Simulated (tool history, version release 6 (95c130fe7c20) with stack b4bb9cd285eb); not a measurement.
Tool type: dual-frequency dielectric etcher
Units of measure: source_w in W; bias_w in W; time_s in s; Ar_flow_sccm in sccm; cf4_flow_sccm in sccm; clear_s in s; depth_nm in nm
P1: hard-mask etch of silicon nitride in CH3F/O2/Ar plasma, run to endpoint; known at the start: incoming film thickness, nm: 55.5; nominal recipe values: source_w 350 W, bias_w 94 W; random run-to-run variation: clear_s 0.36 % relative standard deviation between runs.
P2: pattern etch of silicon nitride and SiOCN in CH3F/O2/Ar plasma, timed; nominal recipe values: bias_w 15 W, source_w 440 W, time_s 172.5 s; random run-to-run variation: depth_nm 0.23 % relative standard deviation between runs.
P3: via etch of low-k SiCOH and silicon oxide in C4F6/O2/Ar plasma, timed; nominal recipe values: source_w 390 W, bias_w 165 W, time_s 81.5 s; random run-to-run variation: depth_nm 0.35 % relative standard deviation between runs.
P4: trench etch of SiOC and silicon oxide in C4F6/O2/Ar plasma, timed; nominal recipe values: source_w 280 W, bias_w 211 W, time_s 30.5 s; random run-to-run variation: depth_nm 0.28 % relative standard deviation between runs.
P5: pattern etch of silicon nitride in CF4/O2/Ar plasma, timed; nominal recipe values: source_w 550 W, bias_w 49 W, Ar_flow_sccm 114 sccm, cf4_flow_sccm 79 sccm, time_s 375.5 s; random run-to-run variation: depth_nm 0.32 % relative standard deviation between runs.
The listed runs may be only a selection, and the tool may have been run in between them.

| run | hour | process | source_w | bias_w | time_s | Ar_flow_sccm | cf4_flow_sccm | clear_s | depth_nm |
|---|---|---|---|---|---|---|---|---|---|
| 1 | 5.2 | P1 | 350 | 94 |  |  |  | 75.771 |  |
| 2 | 10.3 | P4 | 340 | 211 | 30.5 |  |  |  | 61.011 |
| 3 | 15.4 | P1 | 350 | 94 |  |  |  | 76.111 |  |
| 4 | 24.3 | P1 | 470 | 128 |  |  |  | 60.408 |  |
| 5 | 29.3 | P1 | 420 | 94 |  |  |  | 70.460 |  |
| 6 | 34.8 | P4 | 280 | 211 | 30.5 |  |  |  | 56.421 |
| 7 | 42.5 | P1 | 240 | 63 |  |  |  | 100.880 |  |
| 8 | 48.8 | P2 | 440 | 15 | 172.5 |  |  |  | 19.856 |
| 9 | 56.4 | P2 | 440 | 15 | 172.5 |  |  |  | 19.889 |
| 10 | 61.5 | P5 | 550 | 49 | 375.5 | 151 | 79 |  | 696.530 |
| 11 | 71.2 | P5 | 660 | 49 | 375.5 | 114 | 79 |  | 847.620 |
| 12 | 76.8 | P3 | 390 | 165 | 46.0 |  |  |  | 121.240 |
| 13 | 85.7 | P5 | 550 | 49 | 375.5 | 114 | 47 |  | 669.560 |
| 14 | 90.3 | P1 | 280 | 94 |  |  |  | 82.492 |  |
| 15 | 94.9 | P5 | 550 | 35 | 375.5 | 114 | 79 |  | 644.310 |
| 16 | 102.1 | P3 | 390 | 107 | 81.5 |  |  |  | 191.180 |
| 17 | 107.4 | P2 | 440 | 15 | 250.5 |  |  |  | 28.901 |
| 18 | 117.1 | P5 | 550 | 49 | 375.5 | 114 | 79 |  | 726.290 |
| 19 | 123.1 | P3 | 390 | 165 | 81.5 |  |  |  | 215.390 |
| 20 | 129.3 | P1 | 350 | 74 |  |  |  | 82.512 |  |
| 21 | 138.6 | P4 | 280 | 268 | 30.5 |  |  |  | 60.817 |
|  | 143.0 | wet clean of the chamber |
| 22 | 147.8 | P1 | 350 | 125 |  |  |  | 67.817 |  |
| 23 | 154.5 | P4 | 280 | 211 | 45.0 |  |  |  | 83.489 |
| 24 | 160.7 | P1 | 350 | 94 |  |  |  | 76.030 |  |
| 25 | 167.6 | P3 | 230 | 165 | 81.5 |  |  |  | 175.060 |
| 26 | 174.7 | P5 | 550 | 49 | 375.5 | 114 | 79 |  | 728.490 |
| 27 | 179.3 | P3 | 390 | 165 | 81.5 |  |  |  | 215.940 |
| 28 | 185.2 | P5 | 550 | 49 | 555.0 | 114 | 79 |  | 1077.000 |
| 29 | 191.9 | P2 | 540 | 15 | 172.5 |  |  |  | 21.453 |
| 30 | 199.4 | P1 | 350 | 94 |  |  |  | 76.129 |  |
| 31 | 205.4 | P1 | 350 | 94 |  |  |  | 76.079 |  |
| 32 | 215.1 | P2 | 440 | 11 | 172.5 |  |  |  | 17.715 |
| 33 | 222.2 | P1 | 350 | 94 |  |  |  | 76.105 |  |
| 34 | 228.2 | P1 | 220 | 117 |  |  |  | 83.031 |  |
| 35 | 233.6 | P1 | 350 | 94 |  |  |  | 75.574 |  |
| 36 | 239.2 | P1 | 350 | 94 |  |  |  | 75.582 |  |
| 37 | 245.0 | P1 | 350 | 94 |  |  |  | 75.298 |  |
| 38 | 253.6 | P1 | 350 | 94 |  |  |  | 75.265 |  |
| 39 | 258.7 | P1 | 350 | 94 |  |  |  | 75.337 |  |
| 40 | 263.6 | P1 | 350 | 94 |  |  |  | 74.552 |  |
| 41 | 271.5 | P1 | 350 | 94 |  |  |  | 74.744 |  |
|  | 274.9 | wet clean of the chamber |
| 42 | 280.3 | P1 | 350 | 94 |  |  |  | 74.610 |  |
| 43 | 287.8 | P1 | 350 | 94 |  |  |  | 74.644 |  |
| 44 | 296.9 | P1 | 350 | 94 |  |  |  | 74.570 |  |
| 45 | 303.1 | P1 | 350 | 94 |  |  |  | 74.728 |  |
| 46 | 308.1 | P1 | 350 | 94 |  |  |  | 74.223 |  |

P1 no longer gives what it gave before; its output has crept away from where it was. The following 2 causes, each at its listed size, fit the log equally well:
A: source power that arrives over what is set, % = 4.9
B: bias power that arrives over what is set, % = 4.97
The onset of the drift is placed at about hour 233.6.
What rules out each remaining cause:
chamber walls in a state that raises the etch rate, %: maintenance at hour 274.9, after the shift began, did not return the process to its former output

Each of the 4 check runs below uses one wafer; its results are left as question marks. Which run tells the causes apart?
| check 1 | 313.1 | P2 | 440 | 15 | 172.5 |  |  |  | ? |
| check 2 | 313.1 | P5 | 550 | 49 | 375.5 | 114 | 79 |  | ? |
| check 3 | 313.1 | P3 | 390 | 165 | 81.5 |  |  |  | ? |
| check 4 | 313.1 | P4 | 280 | 211 | 30.5 |  |  |  | ? |

Check results expected under each cause:
| check | result | if A | if B |
|---|---|---|---|
| check 1 | depth_nm | 20.226 | 20.273 |
| check 2 | depth_nm | 756.940 | 740.080 |
| check 3 | depth_nm | 220.200 | 219.410 |
| check 4 | depth_nm | 57.485 | 57.372 |
Per-check spread between the two closest causes, in the result where they differ most: check 1 0.23 %; check 2 2.25 %; check 3 0.36 %; check 4 0.2 %
Check 2 is the one run that separates the causes; every other check would come out nearly the same whichever cause is at work.

Running check 2 produced the following: depth_nm 743.090 nm. Which one of the listed causes fits?

Of the candidate causes, it is B: bias power that arrives over what is set, %.

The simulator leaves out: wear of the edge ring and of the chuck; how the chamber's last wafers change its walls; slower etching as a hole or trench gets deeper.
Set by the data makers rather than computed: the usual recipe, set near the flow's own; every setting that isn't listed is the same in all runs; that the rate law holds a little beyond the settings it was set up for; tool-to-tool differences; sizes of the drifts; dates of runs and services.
